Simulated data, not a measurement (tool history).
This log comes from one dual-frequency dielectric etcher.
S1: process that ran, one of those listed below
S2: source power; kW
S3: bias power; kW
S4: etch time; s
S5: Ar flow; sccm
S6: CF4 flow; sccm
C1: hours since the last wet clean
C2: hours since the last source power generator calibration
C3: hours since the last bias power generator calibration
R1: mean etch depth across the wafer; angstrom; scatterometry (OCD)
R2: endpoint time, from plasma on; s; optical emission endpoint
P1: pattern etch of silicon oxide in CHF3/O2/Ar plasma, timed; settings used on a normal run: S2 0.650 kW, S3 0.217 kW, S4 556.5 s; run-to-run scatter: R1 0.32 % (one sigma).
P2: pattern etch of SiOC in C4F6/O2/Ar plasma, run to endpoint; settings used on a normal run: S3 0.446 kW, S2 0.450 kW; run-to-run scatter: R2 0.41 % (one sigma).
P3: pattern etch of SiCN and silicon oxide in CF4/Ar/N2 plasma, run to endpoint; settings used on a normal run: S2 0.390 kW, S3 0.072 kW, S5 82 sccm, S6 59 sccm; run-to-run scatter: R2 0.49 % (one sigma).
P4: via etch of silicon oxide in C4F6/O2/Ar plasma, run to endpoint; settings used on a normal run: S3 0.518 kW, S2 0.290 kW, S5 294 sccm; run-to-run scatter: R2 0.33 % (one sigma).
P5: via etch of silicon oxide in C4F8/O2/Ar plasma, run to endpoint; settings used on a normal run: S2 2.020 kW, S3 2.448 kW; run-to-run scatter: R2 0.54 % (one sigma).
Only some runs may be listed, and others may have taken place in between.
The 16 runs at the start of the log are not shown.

run,day,S1,S2,S3,S4,S5,S6,C1,C2,C3,R1,R2
17,7.946,P5,1.290,2.448,,,,151.0,1768.5,1609.6,,363.5100
18,8.371,P1,0.650,0.217,314.5,,,161.2,1778.7,1619.8,6530.1,
19,8.825,P1,0.650,0.145,556.5,,,172.1,1789.6,1630.7,10132.0,
20,9.267,P3,0.310,0.072,,82,59,182.7,1800.2,1641.3,,14.0470
21,9.858,P2,0.450,0.351,,,,196.9,1814.4,1655.5,,10.8630
22,10.408,P1,0.650,0.217,556.5,,,210.1,1827.6,1668.7,11542.0,
23,10.892,P2,0.300,0.446,,,,221.7,1839.2,1680.3,,11.4980
24,11.242,P4,0.290,0.518,,294,,230.1,1847.6,1688.7,,46.2750
25,11.721,P1,0.490,0.217,556.5,,,241.6,1859.1,1700.2,10332.0,
26,12.392,P3,0.390,0.072,,82,40,257.7,1875.2,1716.3,,12.0240
27,12.917,P2,0.450,0.446,,,,270.3,1887.8,1728.9,,9.8358
28,13.425,P4,0.290,0.628,,294,,282.5,1900.0,1741.1,,42.8330
29,13.962,P1,0.650,0.217,556.5,,,295.4,1912.9,1754.0,11567.0,
30,14.458,P1,0.650,0.217,556.5,,,307.3,1924.8,1765.9,11728.0,
31,14.938,P1,0.650,0.217,556.5,,,318.8,1936.3,1777.4,11667.0,
32,15.258,P1,0.650,0.217,556.5,,,326.5,1944.0,1785.1,11754.0,
33,15.929,P1,0.650,0.217,556.5,,,342.6,1960.1,1801.2,11794.0,

Estimate the outcome of run 34 from the log above:
34,16.383,P1,0.650,0.217,556.5,,,353.5,1971.0,1812.1,?,

{"run 34": {"R1": 11818.0}}

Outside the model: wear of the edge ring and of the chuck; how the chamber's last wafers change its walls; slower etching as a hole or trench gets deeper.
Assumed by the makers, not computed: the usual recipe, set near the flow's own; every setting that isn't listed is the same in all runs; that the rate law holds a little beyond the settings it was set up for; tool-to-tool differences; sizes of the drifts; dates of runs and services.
